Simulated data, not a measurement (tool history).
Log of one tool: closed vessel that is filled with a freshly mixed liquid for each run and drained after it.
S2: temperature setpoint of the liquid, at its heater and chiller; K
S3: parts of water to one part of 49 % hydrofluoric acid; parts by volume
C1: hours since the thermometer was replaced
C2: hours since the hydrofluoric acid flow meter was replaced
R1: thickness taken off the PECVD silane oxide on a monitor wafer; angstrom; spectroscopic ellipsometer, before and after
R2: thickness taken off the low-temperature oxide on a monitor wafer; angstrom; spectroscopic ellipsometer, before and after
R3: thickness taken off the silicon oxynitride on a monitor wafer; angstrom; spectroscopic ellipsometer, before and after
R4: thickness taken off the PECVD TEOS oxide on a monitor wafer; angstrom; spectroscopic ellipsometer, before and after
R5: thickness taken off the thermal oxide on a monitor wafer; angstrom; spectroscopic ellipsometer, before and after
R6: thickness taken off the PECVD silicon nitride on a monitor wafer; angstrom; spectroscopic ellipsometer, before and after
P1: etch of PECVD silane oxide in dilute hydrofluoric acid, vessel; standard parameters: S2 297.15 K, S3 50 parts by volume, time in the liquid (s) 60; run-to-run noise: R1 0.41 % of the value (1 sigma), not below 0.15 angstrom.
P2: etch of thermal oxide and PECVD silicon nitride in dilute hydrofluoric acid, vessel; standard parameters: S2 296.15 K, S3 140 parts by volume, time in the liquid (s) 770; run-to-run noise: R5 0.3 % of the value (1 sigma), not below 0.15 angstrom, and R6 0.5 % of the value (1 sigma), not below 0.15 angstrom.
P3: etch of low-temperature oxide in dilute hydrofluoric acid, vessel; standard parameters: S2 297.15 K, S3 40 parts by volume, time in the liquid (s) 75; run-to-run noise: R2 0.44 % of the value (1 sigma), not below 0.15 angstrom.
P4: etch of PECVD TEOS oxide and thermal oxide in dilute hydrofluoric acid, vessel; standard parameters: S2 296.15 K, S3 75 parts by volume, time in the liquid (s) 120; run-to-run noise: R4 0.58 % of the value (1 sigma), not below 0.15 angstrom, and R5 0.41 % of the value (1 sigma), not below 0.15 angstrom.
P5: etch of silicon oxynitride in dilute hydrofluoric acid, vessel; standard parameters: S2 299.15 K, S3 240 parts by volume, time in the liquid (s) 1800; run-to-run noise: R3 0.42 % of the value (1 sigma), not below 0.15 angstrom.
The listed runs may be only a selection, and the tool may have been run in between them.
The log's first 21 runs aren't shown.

run 22 day=6.896 | process_that_ran=P4 S2=290.15 S3=75 time_in_the_liquid_(s)=120 | C1=1175.7 C2=957.0 | R4=293.07 R5=58.236
run 23 day=7.317 | process_that_ran=P1 S2=297.15 S3=50 time_in_the_liquid_(s)=105 | C1=1185.8 C2=967.1 | R1=971.11
run 24 day=7.579 | process_that_ran=P5 S2=299.15 S3=45 time_in_the_liquid_(s)=1800 | C1=1192.1 C2=973.4 | R3=1418.600
-- day=7.750 thermometer replaced
run 25 day=7.796 | process_that_ran=P1 S2=304.15 S3=50 time_in_the_liquid_(s)=60 | C1=1.2 C2=978.6 | R1=739.06
run 26 day=8.208 | process_that_ran=P2 S2=296.15 S3=140 time_in_the_liquid_(s)=145 | C1=11.1 C2=988.5 | R5=44.860 R6=16.366
run 27 day=8.588 | process_that_ran=P1 S2=304.15 S3=50 time_in_the_liquid_(s)=105 | C1=20.2 C2=997.6 | R1=1283.10
run 28 day=8.950 | process_that_ran=P5 S2=291.15 S3=240 time_in_the_liquid_(s)=1800 | C1=28.9 C2=1006.3 | R3=158.760
run 29 day=9.338 | process_that_ran=P1 S2=302.15 S3=50 time_in_the_liquid_(s)=30 | C1=38.2 C2=1015.6 | R1=339.28
run 30 day=9.667 | process_that_ran=P3 S2=297.15 S3=20 time_in_the_liquid_(s)=75 | C1=46.1 C2=1023.5 | R2=1164.20
run 31 day=10.083 | process_that_ran=P1 S2=297.15 S3=50 time_in_the_liquid_(s)=60 | C1=56.1 C2=1033.5 | R1=557.92
run 32 day=10.321 | process_that_ran=P1 S2=297.15 S3=50 time_in_the_liquid_(s)=60 | C1=61.8 C2=1039.2 | R1=555.13
run 33 day=10.554 | process_that_ran=P1 S2=297.15 S3=50 time_in_the_liquid_(s)=60 | C1=67.4 C2=1044.8 | R1=541.90
run 34 day=10.862 | process_that_ran=P1 S2=297.15 S3=50 time_in_the_liquid_(s)=60 | C1=74.8 C2=1052.2 | R1=532.01
run 35 day=11.125 | process_that_ran=P1 S2=297.15 S3=50 time_in_the_liquid_(s)=60 | C1=81.1 C2=1058.5 | R1=529.21
run 36 day=11.438 | process_that_ran=P1 S2=297.15 S3=50 time_in_the_liquid_(s)=60 | C1=88.6 C2=1066.0 | R1=524.20

Run 37 has not been measured yet. What should we expect?
run 37 day=11.642 | process_that_ran=P1 S2=297.15 S3=50 time_in_the_liquid_(s)=60 | C1=93.5 C2=1070.9 | R1=?

Run 37 gave R1 523.71 angstrom.
